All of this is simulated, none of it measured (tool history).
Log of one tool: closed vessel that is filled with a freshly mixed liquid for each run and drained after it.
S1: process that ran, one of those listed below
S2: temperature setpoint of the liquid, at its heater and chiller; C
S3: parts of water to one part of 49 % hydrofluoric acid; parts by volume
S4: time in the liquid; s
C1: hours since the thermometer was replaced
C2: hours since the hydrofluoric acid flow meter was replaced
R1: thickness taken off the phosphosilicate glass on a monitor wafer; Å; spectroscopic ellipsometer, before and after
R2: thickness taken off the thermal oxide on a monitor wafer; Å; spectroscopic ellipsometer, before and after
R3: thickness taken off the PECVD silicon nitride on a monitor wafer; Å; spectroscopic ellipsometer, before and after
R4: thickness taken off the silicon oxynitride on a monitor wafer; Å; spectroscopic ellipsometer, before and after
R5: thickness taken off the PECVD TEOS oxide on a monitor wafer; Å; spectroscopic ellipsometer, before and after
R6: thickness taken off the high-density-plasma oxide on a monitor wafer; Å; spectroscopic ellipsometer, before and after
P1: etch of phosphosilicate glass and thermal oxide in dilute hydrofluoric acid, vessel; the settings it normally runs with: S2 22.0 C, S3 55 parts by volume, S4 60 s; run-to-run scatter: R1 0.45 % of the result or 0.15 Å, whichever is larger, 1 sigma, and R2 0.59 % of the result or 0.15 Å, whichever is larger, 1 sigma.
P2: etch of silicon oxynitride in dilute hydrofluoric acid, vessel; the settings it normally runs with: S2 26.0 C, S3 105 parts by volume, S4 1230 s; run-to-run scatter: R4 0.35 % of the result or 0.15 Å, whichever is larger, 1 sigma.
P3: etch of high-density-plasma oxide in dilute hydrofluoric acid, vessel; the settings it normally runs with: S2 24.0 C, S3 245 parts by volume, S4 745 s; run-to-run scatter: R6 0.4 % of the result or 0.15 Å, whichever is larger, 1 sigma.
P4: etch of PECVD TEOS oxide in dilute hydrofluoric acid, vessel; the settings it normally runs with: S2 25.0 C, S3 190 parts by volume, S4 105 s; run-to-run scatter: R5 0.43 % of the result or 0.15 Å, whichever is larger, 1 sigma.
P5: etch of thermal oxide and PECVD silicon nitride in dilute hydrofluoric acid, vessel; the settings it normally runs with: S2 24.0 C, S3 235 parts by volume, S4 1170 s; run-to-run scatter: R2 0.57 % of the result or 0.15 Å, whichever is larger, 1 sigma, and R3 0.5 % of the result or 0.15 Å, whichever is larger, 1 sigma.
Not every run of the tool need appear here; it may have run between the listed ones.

run 1 hour=11.6 | S1=P1 S2=22.0 S3=55 S4=60 | C1=1589.2 C2=681.1 | R1=1386.70 R2=51.984
run 2 hour=20.7 | S1=P1 S2=22.0 S3=85 S4=60 | C1=1598.3 C2=690.2 | R1=859.65 R2=32.140
run 3 hour=30.5 | S1=P5 S2=24.0 S3=235 S4=1170 | C1=1608.1 C2=700.0 | R2=204.170 R3=178.930
run 4 hour=39.7 | S1=P2 S2=26.0 S3=105 S4=175 | C1=1617.3 C2=709.2 | R4=25.255
run 5 hour=45.1 | S1=P5 S2=24.0 S3=435 S4=1170 | C1=1622.7 C2=714.6 | R2=89.567 R3=98.727
run 6 hour=53.0 | S1=P4 S2=20.0 S3=190 S4=105 | C1=1630.6 C2=722.5 | R5=92.994
run 7 hour=60.0 | S1=P5 S2=24.0 S3=235 S4=1170 | C1=1637.6 C2=729.5 | R2=205.520 R3=179.790
run 8 hour=65.5 | S1=P5 S2=24.0 S3=235 S4=2110 | C1=1643.1 C2=735.0 | R2=366.350 R3=323.620
run 9 hour=71.3 | S1=P4 S2=25.0 S3=190 S4=105 | C1=1648.9 C2=740.8 | R5=111.870
run 10 hour=78.7 | S1=P2 S2=26.0 S3=185 S4=1230 | C1=1656.3 C2=748.2 | R4=94.735
run 11 hour=87.3 | S1=P1 S2=22.0 S3=55 S4=60 | C1=1664.9 C2=756.8 | R1=1376.00 R2=51.946
run 12 hour=93.6 | S1=P5 S2=17.0 S3=235 S4=1170 | C1=1671.2 C2=763.1 | R2=156.710 R3=113.170
run 13 hour=104.1 | S1=P3 S2=28.5 S3=245 S4=745 | C1=1681.7 C2=773.6 | R6=172.600
run 14 hour=114.5 | S1=P1 S2=22.0 S3=55 S4=60 | C1=1692.1 C2=784.0 | R1=1375.90 R2=52.309
run 15 hour=121.7 | S1=P1 S2=22.0 S3=55 S4=30 | C1=1699.3 C2=791.2 | R1=691.35 R2=26.009
run 16 hour=131.2 | S1=P1 S2=17.5 S3=55 S4=60 | C1=1708.8 C2=800.7 | R1=1147.80 R2=42.882
run 17 hour=137.7 | S1=P3 S2=24.0 S3=245 S4=145 | C1=1715.3 C2=807.2 | R6=28.843
run 18 hour=148.3 | S1=P1 S2=26.5 S3=20 S4=60 | C1=1725.9 C2=817.8 | R1=4835.50 R2=180.960
run 19 hour=157.2 | S1=P3 S2=24.0 S3=70 S4=745 | C1=1734.8 C2=826.7 | R6=626.750
run 20 hour=162.7 | S1=P3 S2=24.0 S3=245 S4=745 | C1=1740.3 C2=832.2 | R6=147.350
run 21 hour=170.5 | S1=P1 S2=27.0 S3=55 S4=60 | C1=1748.1 C2=840.0 | R1=1706.80 R2=63.882
run 22 hour=175.8 | S1=P2 S2=21.0 S3=105 S4=1230 | C1=1753.4 C2=845.3 | R4=141.210
run 23 hour=185.9 | S1=P1 S2=22.0 S3=20 S4=60 | C1=1763.5 C2=855.4 | R1=4011.10 R2=149.290
run 24 hour=197.3 | S1=P4 S2=25.0 S3=190 S4=30 | C1=1774.9 C2=866.8 | R5=31.952
run 25 hour=204.7 | S1=P1 S2=22.0 S3=55 S4=60 | C1=1782.3 C2=874.2 | R1=1371.80 R2=52.034
run 26 hour=213.4 | S1=P4 S2=25.0 S3=50 S4=105 | C1=1791.0 C2=882.9 | R5=509.330
run 27 hour=223.9 | S1=P1 S2=22.0 S3=55 S4=100 | C1=1801.5 C2=893.4 | R1=2324.30 R2=86.483
run 28 hour=229.8 | S1=P1 S2=29.5 S3=55 S4=30 | C1=1807.4 C2=899.3 | R1=937.85 R2=35.194
run 29 hour=239.1 | S1=P2 S2=26.0 S3=105 S4=1230 | C1=1816.7 C2=908.6 | R4=179.040
run 30 hour=248.0 | S1=P1 S2=22.0 S3=55 S4=60 | C1=1825.6 C2=917.5 | R1=1379.60 R2=52.051
run 31 hour=256.7 | S1=P1 S2=22.0 S3=55 S4=60 | C1=1834.3 C2=926.2 | R1=1422.70 R2=53.707
run 32 hour=268.0 | S1=P1 S2=22.0 S3=55 S4=60 | C1=1845.6 C2=937.5 | R1=1460.50 R2=54.275
run 33 hour=273.5 | S1=P1 S2=22.0 S3=55 S4=60 | C1=1851.1 C2=943.0 | R1=1461.80 R2=55.668
run 34 hour=282.9 | S1=P1 S2=22.0 S3=55 S4=60 | C1=1860.5 C2=952.4 | R1=1483.60 R2=55.103
run 35 hour=294.5 | S1=P1 S2=22.0 S3=55 S4=60 | C1=1872.1 C2=964.0 | R1=1470.10 R2=54.868
run 36 hour=303.1 | S1=P1 S2=22.0 S3=55 S4=60 | C1=1880.7 C2=972.6 | R1=1482.20 R2=54.464

The log shows P1 creeping away from where it was. Any of the 2 causes listed here, at the size stated for it, fits the log just as well as the others:
A: hydrofluoric acid flow above the setpoint (%) = 6.13
B: liquid hotter than its thermometer reads (K) = 1.54
The drift started at roughly hour 248.0.

The 4 check runs listed below each average the results of 2 wafers, and their outcomes are marked with question marks. Under which run would the listed causes produce clearly different results?
run check 1 hour=311.7 | S1=P5 S2=24.0 S3=340 S4=1170 | R2=? R3=?
run check 2 hour=311.7 | S1=P4 S2=25.0 S3=60 S4=45 | R5=?
run check 3 hour=311.7 | S1=P2 S2=26.0 S3=170 S4=1230 | R4=?
run check 4 hour=311.7 | S1=P3 S2=24.0 S3=95 S4=745 | R6=?

Expected result of each check under each candidate cause:
check=check_1 result=R2 if_A=137.000 if_B=133.430
check=check_1 result=R3 if_A=131.680 if_B=136.110
check=check_2 result=R5 if_A=189.780 if_B=189.350
check=check_3 result=R4 if_A=111.520 if_B=111.550
check=check_4 result=R6 if_A=478.480 if_B=475.840
Per check, the gap between the least separated pair of causes, taken in the result that splits them most: check 1 3.31 %; check 2 0.23 %; check 3 0.03 %; check 4 0.55 %
The causes can be told apart only by check 1. The other checks would give nearly the same results under each of them.

The results of check 1 are: R2 137.560 Å; R3 131.140 Å. Based on these, which of the listed causes is it?

The correct cause is A, namely: hydrofluoric acid flow above the setpoint (%).

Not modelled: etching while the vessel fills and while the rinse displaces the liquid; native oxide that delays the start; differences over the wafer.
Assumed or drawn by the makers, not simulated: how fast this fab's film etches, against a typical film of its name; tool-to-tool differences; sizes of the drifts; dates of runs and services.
